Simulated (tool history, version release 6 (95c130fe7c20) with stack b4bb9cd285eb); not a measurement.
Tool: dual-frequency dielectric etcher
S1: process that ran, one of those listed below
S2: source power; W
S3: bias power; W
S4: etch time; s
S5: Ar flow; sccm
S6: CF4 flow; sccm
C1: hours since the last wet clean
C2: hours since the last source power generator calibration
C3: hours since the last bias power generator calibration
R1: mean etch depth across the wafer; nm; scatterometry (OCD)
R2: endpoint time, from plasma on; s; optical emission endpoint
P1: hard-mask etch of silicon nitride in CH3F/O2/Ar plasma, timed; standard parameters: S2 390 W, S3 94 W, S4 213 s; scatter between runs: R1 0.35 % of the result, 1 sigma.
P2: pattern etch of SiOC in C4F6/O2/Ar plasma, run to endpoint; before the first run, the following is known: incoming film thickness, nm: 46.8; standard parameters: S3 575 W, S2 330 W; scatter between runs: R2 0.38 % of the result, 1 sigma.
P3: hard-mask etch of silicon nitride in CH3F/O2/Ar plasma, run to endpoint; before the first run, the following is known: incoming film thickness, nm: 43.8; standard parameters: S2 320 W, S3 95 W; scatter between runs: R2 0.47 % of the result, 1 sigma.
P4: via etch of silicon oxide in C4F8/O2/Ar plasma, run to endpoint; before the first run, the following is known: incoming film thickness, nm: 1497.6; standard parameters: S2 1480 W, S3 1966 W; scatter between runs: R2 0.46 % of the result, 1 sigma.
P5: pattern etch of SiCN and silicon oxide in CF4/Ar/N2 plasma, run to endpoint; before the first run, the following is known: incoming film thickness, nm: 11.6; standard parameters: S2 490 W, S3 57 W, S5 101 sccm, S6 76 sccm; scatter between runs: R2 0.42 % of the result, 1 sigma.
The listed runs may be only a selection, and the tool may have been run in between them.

run,hour,S1,S2,S3,S4,S5,S6,C1,C2,C3,R1,R2
1,5.4,P1,390,94,213,,,309.5,1618.3,1293,161.25,
2,10.7,P2,330,575,,,,314.8,1623.6,1298.3,,15.687
3,16.1,P5,490,57,,101,49,320.2,1629,1303.7,,13.697
4,23.6,P3,450,95,,,,327.7,1636.5,1311.2,,54.424
5,29.3,P5,660,57,,101,76,333.4,1642.2,1316.9,,9.6951
6,38.3,P4,1480,1966,,,,342.4,1651.2,1325.9,,336.57
7,47.4,P1,390,94,213,,,351.5,1660.3,1335,160.89,
8,55.8,P5,490,57,,101,76,359.9,1668.7,1343.4,,12.739
9,60.9,P3,320,59,,,,365,1673.8,1348.5,,73.35
10,68,P5,490,57,,101,76,372.1,1680.9,1355.6,,12.7
11,77.9,P4,1480,1966,,,,382,1690.8,1365.5,,341.83
12,82.6,P1,390,94,213,,,386.7,1695.5,1370.2,160.61,
13,92.2,P1,310,94,213,,,396.3,1705.1,1379.8,147.56,
14,100.6,P1,390,72,213,,,404.7,1713.5,1388.2,146.78,
15,109.5,P2,330,575,,,,413.6,1722.4,1397.1,,15.725
16,118.2,P4,1480,2742,,,,422.3,1731.1,1405.8,,308.08
17,122.8,P1,390,94,318,,,426.9,1735.7,1410.4,240.07,
18,133,P1,460,94,306,,,437.1,1745.9,1420.6,245.74,
19,142,P1,390,94,213,,,446.1,1754.9,1429.6,159.99,
20,148.8,P4,1990,1966,,,,452.9,1761.7,1436.4,,303.91
21,158.7,P1,530,94,268,,,462.8,1771.6,1446.3,227.72,
22,164.5,P2,330,337,,,,468.6,1777.4,1452.1,,19.187
23,170.4,P3,320,95,,,,474.5,1783.3,1458,,62.33
24,179.5,P1,390,119,213,,,483.6,1792.4,1467.1,175.48,
25,188.6,P1,390,94,213,,,492.7,1801.5,1476.2,160.58,
26,194,P2,420,575,,,,498.1,1806.9,1481.6,,14.313
27,199.3,P5,490,34,,101,76,503.4,1812.2,1486.9,,14.662
28,206.2,P1,470,94,213,,,510.3,1819.1,1493.8,172.62,
29,213.8,P5,490,57,,62,76,517.9,1826.7,1501.4,,11.728
30,221.2,P1,390,94,155,,,525.3,1834.1,1508.8,116.98,
31,228.9,P1,390,94,213,,,533,1841.8,1516.5,161.11,
32,235.8,P1,390,94,213,,,539.9,1848.7,1523.4,160.59,
33,244.4,P1,390,94,213,,,548.5,1857.3,1532,160.42,
34,251.3,P1,390,94,213,,,555.4,1864.2,1538.9,158.6,
35,258.4,P1,390,94,213,,,562.5,1871.3,1546,159.32,
36,268,P1,390,94,213,,,572.1,1880.9,1555.6,159.54,
37,277.5,P1,390,94,213,,,581.6,1890.4,1565.1,158.07,
# hour 279.2: wet clean of the chamber
38,283.5,P1,390,94,213,,,4.4,1896.4,1571.1,158.04,
39,290.5,P1,390,94,213,,,11.4,1903.4,1578.1,158.05,
40,296.2,P1,390,94,213,,,17.1,1909.1,1583.8,157.37,
41,301.3,P1,390,94,213,,,22.2,1914.2,1588.9,157.36,
42,310.9,P1,390,94,213,,,31.8,1923.8,1598.5,157.92,

The output of P1 has drifted from where it used to be. Each of the 2 causes below, taken at the size shown beside it, accounts for the log equally well:
A: bias power that arrives under what is set, % = 4.76
B: source power that arrives under what is set, % = 4.63
Creep in the process output first set in at about hour 235.8.
Ruled out, with reasons:
chamber walls in a state that lowers the etch rate, %: was serviced at hour 279.2, once the creep was under way, yet the earlier output never came back

Consider the 4 check runs below, whose results appear as question marks and each of which averages 2 wafers. Which one distinguishes the causes, in that each cause would give it a clearly different result?
check 1,320.5,P3,450,66,,,,,,,,?
check 2,320.5,P2,380,575,,,,,,,,?
check 3,320.5,P5,490,57,,70,76,,,,,?
check 4,320.5,P4,1980,2688,,,,,,,,?

What each check would give under each cause:
check,result,if A,if B
check 1,R2,62.961,63.088
check 2,R2,15.229,15.211
check 3,R2,12.183,12.53
check 4,R2,280.27,281.35
Separation of the two closest causes in each check, using whichever result separates them best: check 1 0.2 %; check 2 0.12 %; check 3 2.81 %; check 4 0.38 %
Only in check 3 would the causes give clearly different results; in the remaining checks their results would be nearly the same.

With check 3 done, the readings were: R2 12.214 s. Identify which of the listed causes applies.

A is the cause: bias power that arrives under what is set, %.
